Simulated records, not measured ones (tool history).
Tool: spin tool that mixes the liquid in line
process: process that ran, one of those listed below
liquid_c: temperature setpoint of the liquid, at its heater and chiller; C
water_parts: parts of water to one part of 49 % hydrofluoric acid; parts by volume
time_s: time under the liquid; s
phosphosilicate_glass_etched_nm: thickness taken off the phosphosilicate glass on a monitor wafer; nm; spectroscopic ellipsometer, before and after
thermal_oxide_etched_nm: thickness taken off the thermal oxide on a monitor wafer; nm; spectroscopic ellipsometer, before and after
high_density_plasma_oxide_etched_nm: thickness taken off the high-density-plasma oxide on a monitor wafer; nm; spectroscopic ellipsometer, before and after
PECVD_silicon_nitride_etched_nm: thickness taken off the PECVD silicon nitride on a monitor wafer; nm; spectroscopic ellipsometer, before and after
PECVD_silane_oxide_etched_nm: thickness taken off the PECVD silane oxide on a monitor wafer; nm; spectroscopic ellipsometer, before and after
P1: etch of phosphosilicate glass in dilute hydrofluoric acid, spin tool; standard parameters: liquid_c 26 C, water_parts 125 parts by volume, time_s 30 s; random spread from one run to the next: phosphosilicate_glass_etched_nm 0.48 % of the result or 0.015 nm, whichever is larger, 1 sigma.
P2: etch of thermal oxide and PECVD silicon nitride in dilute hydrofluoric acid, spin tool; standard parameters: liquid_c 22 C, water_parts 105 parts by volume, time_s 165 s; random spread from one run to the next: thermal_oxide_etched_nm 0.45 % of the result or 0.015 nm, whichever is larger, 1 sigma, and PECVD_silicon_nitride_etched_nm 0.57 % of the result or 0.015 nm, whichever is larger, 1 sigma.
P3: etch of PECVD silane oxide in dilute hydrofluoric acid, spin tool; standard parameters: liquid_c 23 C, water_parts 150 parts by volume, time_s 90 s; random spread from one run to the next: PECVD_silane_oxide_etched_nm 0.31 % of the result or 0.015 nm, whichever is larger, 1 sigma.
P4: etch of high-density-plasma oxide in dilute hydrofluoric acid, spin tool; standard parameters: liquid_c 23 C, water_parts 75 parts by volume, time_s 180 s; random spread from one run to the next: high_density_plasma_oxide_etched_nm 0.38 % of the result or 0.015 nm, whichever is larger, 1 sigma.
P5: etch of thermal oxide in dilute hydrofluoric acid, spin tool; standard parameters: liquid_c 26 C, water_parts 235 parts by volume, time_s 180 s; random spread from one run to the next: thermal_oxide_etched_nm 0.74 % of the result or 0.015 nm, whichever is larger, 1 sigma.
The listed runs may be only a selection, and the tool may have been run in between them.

run	hour	process	liquid_c	water_parts	time_s	phosphosilicate_glass_etched_nm	thermal_oxide_etched_nm	high_density_plasma_oxide_etched_nm	PECVD_silicon_nitride_etched_nm	PECVD_silane_oxide_etched_nm
1	6.7	P1	26	125	30	39.409				
2	11.8	P1	32	125	15	24.969				
3	19.9	P1	22.5	75	30	61.645				
4	28.7	P5	34	235	180		4.5113			
5	38	P1	26	125	30	39.816				
6	42.8	P1	26	125	60	79.477				
7	52.8	P4	17.5	75	180			14.033		
8	57.8	P1	22.5	125	30	34.67				
9	67.5	P2	22	105	30		1.3179		1.0452	
10	72.8	P1	26	125	15	19.817				
11	80.3	P3	23	150	90					12.355
12	88.5	P3	23	255	90					6.4777
13	94	P4	23	75	180			17.546		
14	100.3	P1	26	125	30	39.808				
15	110.3	P2	22	105	165		7.4015		5.8071	
16	116.1	P4	23	75	90			8.812		
17	125.8	P2	29	105	165		9.7624		9.144	
18	131.7	P3	23	150	90					12.301
19	139.5	P1	26	125	30	39.759				
20	145.5	P5	26	235	180		3.4571			
21	152.6	P2	22	175	165		4.087		3.5088	
22	161.8	P2	22	105	165		7.4433		5.7842	
23	167.7	P5	26	235	275		5.2614			
24	174.9	P5	26	50	180		20.305			
25	184.1	P3	17.5	150	90					9.8945
26	193.6	P3	23	150	25					3.3977
27	202.5	P1	34	70	30	103.74				
28	209.3	P1	26	125	30	39.613				
29	215.9	P1	32.5	125	30	50.291				
30	223.8	P1	26	170	30	27.823				
31	229.2	P1	26	125	30	39.696				
32	235.2	P1	26	60	30	89.978				
33	245.3	P4	23	130	180			9.5002		
34	254.8	P1	26	125	30	39.977				
35	261.4	P1	26	125	30	41.422				
36	267.3	P1	26	125	30	41.358				
37	275.8	P1	26	125	30	41.843				
38	286.1	P1	26	125	30	42.208				
39	291.9	P1	26	125	30	42.338				
40	297.3	P1	26	125	30	42.276				

What P1 gives has crept off from where it sat before. The 2 causes that follow fit the log equally well, each at the size noted:
A: liquid hotter than its thermometer reads (K) = 1.65
B: hydrofluoric acid flow above the setpoint (%) = 5.55
The onset of the drift is placed at about hour 254.8.

The check runs listed below each take one wafer, and their results are still question marks. Under which run would the listed causes lead to clearly different results?
check 1	302.7	P3	23	150	90					?
check 2	302.7	P2	22	105	165		?		?	
check 3	302.7	P4	23	75	180			?		
check 4	302.7	P5	26	235	180		?			

Predicted outcomes, by check and by cause:
check	result	if A	if B
check 1	PECVD_silane_oxide_etched_nm	13.114	13.11
check 2	thermal_oxide_etched_nm	7.8963	7.8538
check 2	PECVD_silicon_nitride_etched_nm	6.4668	6.1113
check 3	high_density_plasma_oxide_etched_nm	18.849	18.703
check 4	thermal_oxide_etched_nm	3.6568	3.6928
Distance between the nearest two causes, measured in the result of the check that separates them most: check 1 0.03 %; check 2 5.65 %; check 3 0.78 %; check 4 0.98 %
Check 2 distinguishes between the causes, while the remaining checks would return nearly the same result for all of them.

The results of check 2 are: thermal_oxide_etched_nm 7.8438 nm; PECVD_silicon_nitride_etched_nm 6.1689 nm. Based on these, which of the listed causes is it?

Of the candidate causes, it is B: hydrofluoric acid flow above the setpoint (%).
